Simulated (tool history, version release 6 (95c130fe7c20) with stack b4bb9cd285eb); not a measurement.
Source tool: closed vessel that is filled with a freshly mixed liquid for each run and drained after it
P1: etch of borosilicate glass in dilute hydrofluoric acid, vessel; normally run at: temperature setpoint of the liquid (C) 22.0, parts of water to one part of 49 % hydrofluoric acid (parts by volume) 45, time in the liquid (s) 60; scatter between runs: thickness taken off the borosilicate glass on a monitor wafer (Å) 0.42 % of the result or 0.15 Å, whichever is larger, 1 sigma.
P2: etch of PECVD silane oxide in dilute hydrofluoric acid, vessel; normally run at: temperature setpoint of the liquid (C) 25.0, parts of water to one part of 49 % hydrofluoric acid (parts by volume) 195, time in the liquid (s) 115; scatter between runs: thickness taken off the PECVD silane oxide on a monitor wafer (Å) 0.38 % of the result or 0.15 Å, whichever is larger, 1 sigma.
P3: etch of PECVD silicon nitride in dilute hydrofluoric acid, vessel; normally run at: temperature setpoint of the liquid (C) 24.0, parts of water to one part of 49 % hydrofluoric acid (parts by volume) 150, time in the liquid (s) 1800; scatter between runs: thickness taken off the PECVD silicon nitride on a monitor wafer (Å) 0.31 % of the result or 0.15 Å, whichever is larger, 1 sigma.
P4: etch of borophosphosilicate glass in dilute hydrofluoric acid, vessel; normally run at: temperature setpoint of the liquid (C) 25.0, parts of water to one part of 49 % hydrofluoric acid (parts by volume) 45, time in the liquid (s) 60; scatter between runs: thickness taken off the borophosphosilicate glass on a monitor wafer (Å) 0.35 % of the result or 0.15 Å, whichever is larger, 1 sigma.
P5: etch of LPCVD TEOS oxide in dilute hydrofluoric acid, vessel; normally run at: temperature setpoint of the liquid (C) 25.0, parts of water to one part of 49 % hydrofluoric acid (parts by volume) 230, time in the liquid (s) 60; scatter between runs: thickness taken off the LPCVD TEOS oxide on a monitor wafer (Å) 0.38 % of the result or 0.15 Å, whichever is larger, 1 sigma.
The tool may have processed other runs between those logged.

run   hour  process that ran  temperature setpoint of the liquid (C)  parts of water to one part of 49 % hydrofluoric acid (parts by volume)  time in the liquid (s)  hours since the thermometer was replaced  hours since the hydrofluoric acid flow meter was replaced  thickness taken off the borosilicate glass on a monitor wafer (Å)  thickness taken off the LPCVD TEOS oxide on a monitor wafer (Å)  thickness taken off the borophosphosilicate glass on a monitor wafer (Å)  thickness taken off the PECVD silane oxide on a monitor wafer (Å)  thickness taken off the PECVD silicon nitride on a monitor wafer (Å)
  1   15.6                P1                                    22.0                                                                      45                      60                                     497.3                                                     1199.1                                                             311.25
  2   26.6                P5                                    25.0                                                                      45                      60                                     508.3                                                     1210.1                                                                                                                             551.460
  3   34.9                P1                                    22.0                                                                      45                      60                                     516.6                                                     1218.4                                                             311.05
  4   47.5                P1                                    30.0                                                                      45                      60                                     529.2                                                     1231.0                                                             430.80
  5   57.0                P1                                    22.0                                                                      45                      60                                     538.7                                                     1240.5                                                             307.61
  6   74.2                P1                                    22.0                                                                      30                     105                                     555.9                                                     1257.7                                                             832.21
  7   88.0                P4                                    25.0                                                                      45                      60                                     569.7                                                     1271.5                                                                                                                                                                                                        385.91
      89.6  -- hydrofluoric acid flow meter replaced
  8  105.4                P1                                    17.0                                                                      45                      60                                     587.1                                                       15.8                                                             249.24
  9  122.1                P5                                    25.0                                                                     230                      60                                     603.8                                                       32.5                                                                                                                              85.957
 10  135.4                P2                                    25.0                                                                     195                     115                                     617.1                                                       45.8                                                                                                                                                                                                                                                                          107.780
 11  150.0                P1                                    22.0                                                                      45                      60                                     631.7                                                       60.4                                                             310.23
 12  161.0                P1                                    22.0                                                                      45                      60                                     642.7                                                       71.4                                                             312.04
 13  170.4                P4                                    18.0                                                                      45                      60                                     652.1                                                       80.8                                                                                                                                                                                                        290.96
 14  186.5                P2                                    25.0                                                                     195                     115                                     668.2                                                       96.9                                                                                                                                                                                                                                                                          107.400
 15  197.5                P2                                    25.0                                                                     195                     210                                     679.2                                                      107.9                                                                                                                                                                                                                                                                          197.320
 16  209.1                P2                                    17.5                                                                     195                     115                                     690.8                                                      119.5                                                                                                                                                                                                                                                                           80.568
 17  219.9                P1                                    22.0                                                                      45                      90                                     701.6                                                      130.3                                                             465.64
 18  232.5                P3                                    24.0                                                                     150                    1800                                     714.2                                                      142.9                                                                                                                                                                                                                                                                                                                                                 430.86
 19  249.7                P4                                    25.0                                                                      45                     105                                     731.4                                                      160.1                                                                                                                                                                                                        682.03
 20  258.0                P4                                    25.0                                                                      20                      60                                     739.7                                                      168.4                                                                                                                                                                                                        909.21
 21  267.7                P1                                    22.0                                                                      45                      30                                     749.4                                                      178.1                                                             154.53
 22  277.3                P1                                    22.0                                                                      20                      60                                     759.0                                                      187.7                                                             721.11
 23  290.9                P3                                    24.0                                                                     150                    3560                                     772.6                                                      201.3                                                                                                                                                                                                                                                                                                                                                 855.42
 24  308.2                P5                                    25.0                                                                     230                      95                                     789.9                                                      218.6                                                                                                                             136.780
 25  316.6                P1                                    22.0                                                                      70                      60                                     798.3                                                      227.0                                                             193.76
 26  331.5                P2                                    25.0                                                                      35                     115                                     813.2                                                      241.9                                                                                                                                                                                                                                                                          732.800
 27  341.3                P3                                    24.0                                                                      45                    1800                                     823.0                                                      251.7                                                                                                                                                                                                                                                                                                                                                1411.20
 28  358.8                P3                                    17.5                                                                     150                    1800                                     840.5                                                      269.2                                                                                                                                                                                                                                                                                                                                                 280.31
 29  374.2                P5                                    20.5                                                                     230                      60                                     855.9                                                      284.6                                                                                                                              72.647
 30  390.2                P1                                    22.0                                                                      45                      60                                     871.9                                                      300.6                                                             309.51
 31  400.4                P1                                    22.0                                                                      45                      60                                     882.1                                                      310.8                                                             316.92
 32  409.2                P1                                    22.0                                                                      45                      60                                     890.9                                                      319.6                                                             326.67
 33  424.2                P1                                    22.0                                                                      45                      60                                     905.9                                                      334.6                                                             333.34
 34  436.0                P1                                    22.0                                                                      45                      60                                     917.7                                                      346.4                                                             334.41
 35  450.1                P1                                    22.0                                                                      45                      60                                     931.8                                                      360.5                                                             333.98
 36  461.7                P1                                    22.0                                                                      45                      60                                     943.4                                                      372.1                                                             335.25
 37  478.9                P1                                    22.0                                                                      45                      60                                     960.6                                                      389.3                                                             338.17
 38  493.7                P1                                    22.0                                                                      45                      60                                     975.4                                                      404.1                                                             337.80
 39  508.7                P1                                    22.0                                                                      45                      60                                     990.4                                                      419.1                                                             342.05

P1 no longer gives what it gave before; its output has crept away from where it was. The following 2 causes, each at its listed size, fit the log equally well:
A: hydrofluoric acid flow above the setpoint (%) = 8.84
B: liquid hotter than its thermometer reads (K) = 2.15
Onset of the creep was near hour 390.2.

Below are 4 check runs, each on a single wafer, with their results shown as question marks. Which of them would tell the listed causes apart, meaning the causes would give clearly different results under it?
check 1  523.7                P4                                    21.5                                                                      30                      60                                                                                                                                                                                                                                                                                                                  ?
check 2  523.7                P3                                    24.0                                                                      65                    3380                                                                                                                                                                                                                                                                                                                                                                                                                                                           ?
check 3  523.7                P2                                    25.0                                                                      80                     115                                                                                                                                                                                                                                                                                                                                                                                     ?
check 4  523.7                P5                                    25.0                                                                      85                      60                                                                                                                                                                                                                                        ?

Check results expected under each cause:
  check                                                                    result     if A     if B
check 1  thickness taken off the borophosphosilicate glass on a monitor wafer (Å)   560.14   561.83
check 2      thickness taken off the PECVD silicon nitride on a monitor wafer (Å)  2009.30  2132.60
check 3         thickness taken off the PECVD silane oxide on a monitor wafer (Å)  330.810  328.070
check 4           thickness taken off the LPCVD TEOS oxide on a monitor wafer (Å)  303.000  300.280
Per-check spread between the two closest causes, in the result where they differ most: check 1 0.3 %; check 2 5.96 %; check 3 0.83 %; check 4 0.9 %
Of the check runs offered, only check 2 discriminates between the causes; the rest would read about the same regardless of which cause applies.

Then check 2 was run and gave: thickness taken off the PECVD silicon nitride on a monitor wafer (Å) 2009.10. Which cause is it?

The cause is A: hydrofluoric acid flow above the setpoint (%).
